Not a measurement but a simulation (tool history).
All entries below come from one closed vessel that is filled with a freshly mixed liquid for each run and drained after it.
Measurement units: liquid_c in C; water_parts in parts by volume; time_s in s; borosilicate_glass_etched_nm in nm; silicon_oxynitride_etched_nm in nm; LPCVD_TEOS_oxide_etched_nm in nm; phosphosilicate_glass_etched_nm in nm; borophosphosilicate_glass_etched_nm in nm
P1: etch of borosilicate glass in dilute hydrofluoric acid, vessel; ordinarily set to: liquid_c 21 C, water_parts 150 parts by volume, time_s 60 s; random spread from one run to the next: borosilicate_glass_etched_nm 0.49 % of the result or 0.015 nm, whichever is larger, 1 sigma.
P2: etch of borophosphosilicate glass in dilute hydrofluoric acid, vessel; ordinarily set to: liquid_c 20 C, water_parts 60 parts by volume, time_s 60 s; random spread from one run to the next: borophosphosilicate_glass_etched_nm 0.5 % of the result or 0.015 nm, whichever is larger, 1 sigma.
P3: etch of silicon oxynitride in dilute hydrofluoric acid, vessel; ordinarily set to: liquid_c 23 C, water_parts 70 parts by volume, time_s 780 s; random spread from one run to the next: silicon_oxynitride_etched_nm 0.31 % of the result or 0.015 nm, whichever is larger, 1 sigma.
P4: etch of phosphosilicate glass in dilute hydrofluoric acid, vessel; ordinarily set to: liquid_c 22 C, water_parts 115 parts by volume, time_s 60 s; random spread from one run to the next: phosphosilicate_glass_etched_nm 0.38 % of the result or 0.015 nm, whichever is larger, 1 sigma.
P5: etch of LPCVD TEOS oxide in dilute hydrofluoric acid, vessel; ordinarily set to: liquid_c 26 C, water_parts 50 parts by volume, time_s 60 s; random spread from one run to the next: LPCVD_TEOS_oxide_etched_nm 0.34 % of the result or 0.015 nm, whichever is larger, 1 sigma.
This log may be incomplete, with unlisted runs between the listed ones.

run	hour	process	liquid_c	water_parts	time_s	hours since the thermometer was replaced	hours since the hydrofluoric acid flow meter was replaced	borosilicate_glass_etched_nm	silicon_oxynitride_etched_nm	LPCVD_TEOS_oxide_etched_nm	phosphosilicate_glass_etched_nm	borophosphosilicate_glass_etched_nm
1	11.4	P1	21	150	60	836.1	119.7	11.9100				
2	20.0	P3	30	70	780	844.7	128.3		24.017			
3	31.3	P3	23	70	780	856.0	139.6		17.310			
4	42.8	P5	26	75	60	867.5	151.1			51.048		
5	50.8	P1	21	230	60	875.5	159.1	7.1271				
6	62.6	P1	21	150	60	887.3	170.9	11.9860				
7	73.0	P1	17	150	60	897.7	181.3	10.2160				
8	78.8	P4	22	115	30	903.5	187.1				46.815	
9	89.0	P5	33	50	60	913.7	197.3			105.430		
10	98.1	P2	20	60	60	922.8	206.4					35.543
11	108.8	P1	21	150	60	933.5	217.1	12.0000				
12	118.8	P1	21	85	60	943.5	227.1	22.7040				
13	127.7	P4	22	115	60	952.4	236.0				93.503	
14	138.9	P2	24	60	60	963.6	247.2					41.915
15	148.2	P1	21	150	30	972.9	256.5	5.9271				
16	158.4	P1	21	50	90	983.1	266.7	59.8270				
17	166.9	P4	28	115	60	991.6	275.2				117.640	
# hour 170.1: thermometer replaced
18	172.1	P1	21	150	60	2.0	280.4	11.8400				
19	180.8	P1	21	150	60	10.7	289.1	11.8720				
20	189.2	P3	23	70	780	19.1	297.5		17.343			
21	196.7	P2	20	60	110	26.6	305.0					65.547
# hour 200.9: hydrofluoric acid flow meter replaced
22	203.8	P2	20	105	60	33.7	3.0					19.433
23	214.0	P3	23	70	1160	43.9	13.2		25.557			
24	222.6	P1	21	150	60	52.5	21.8	12.0290				
25	231.3	P3	23	20	780	61.2	30.5		62.495			
26	238.4	P5	26	50	60	68.3	37.6			79.255		
27	244.1	P1	21	90	30	74.0	43.3	10.5200				
28	253.1	P5	26	50	95	83.0	52.3			124.880		
29	262.7	P5	26	50	60	92.6	61.9			79.283		
30	268.9	P1	28	150	60	98.8	68.1	15.4690				
31	276.1	P1	21	150	85	106.0	75.3	16.8660				
32	284.1	P4	22	210	60	114.0	83.3				46.593	
33	295.5	P1	17	55	60	125.4	94.7	30.5740				
34	301.6	P1	21	150	60	131.5	100.8	11.8870				
35	307.8	P1	21	150	60	137.7	107.0	11.9340				
36	315.3	P1	21	150	60	145.2	114.5	11.5870				
37	326.1	P1	21	150	60	156.0	125.3	11.3370				
38	336.3	P1	21	150	60	166.2	135.5	11.1130				
39	342.1	P1	21	150	60	172.0	141.3	10.9650				
40	351.9	P1	21	150	60	181.8	151.1	10.9700				
41	361.1	P1	21	150	60	191.0	160.3	10.9720				
42	367.6	P1	21	150	60	197.5	166.8	10.9130				
43	377.9	P1	21	150	60	207.8	177.1	11.0180				

Something has made what P1 gives creep away from where it was; the 2 causes below, each at its own stated size, fit the log equally well:
A: liquid colder than its thermometer reads (K) = 2.25
B: hydrofluoric acid flow below the setpoint (%) = 7.39
The onset of the drift is placed at about hour 307.8.

Of the 4 check runs listed below, each run on one wafer and each result written as a question mark, which would let you distinguish the listed causes because they would give clearly different results?
check 1	388.2	P3	23.0	20	780				?			
check 2	388.2	P2	20.0	95	85							?
check 3	388.2	P5	30.5	50	80					?		
check 4	388.2	P4	22.0	190	35						?	

If the cause were each of the candidates in turn, the checks would give the following:
check	result	if A	if B
check 1	silicon_oxynitride_etched_nm	55.989	58.070
check 2	borophosphosilicate_glass_etched_nm	28.002	28.238
check 3	LPCVD_TEOS_oxide_etched_nm	115.810	116.480
check 4	phosphosilicate_glass_etched_nm	27.998	27.836
Smallest distance between any two causes, each pair judged by its most separating result, in per cent: check 1 3.65 %; check 2 0.84 %; check 3 0.58 %; check 4 0.58 %
The causes can be told apart only by check 1. The other checks would give nearly the same results under each of them.

Check 1 was then run and gave: silicon_oxynitride_etched_nm 55.886 nm. Which cause is it?

The cause is A: liquid colder than its thermometer reads (K).

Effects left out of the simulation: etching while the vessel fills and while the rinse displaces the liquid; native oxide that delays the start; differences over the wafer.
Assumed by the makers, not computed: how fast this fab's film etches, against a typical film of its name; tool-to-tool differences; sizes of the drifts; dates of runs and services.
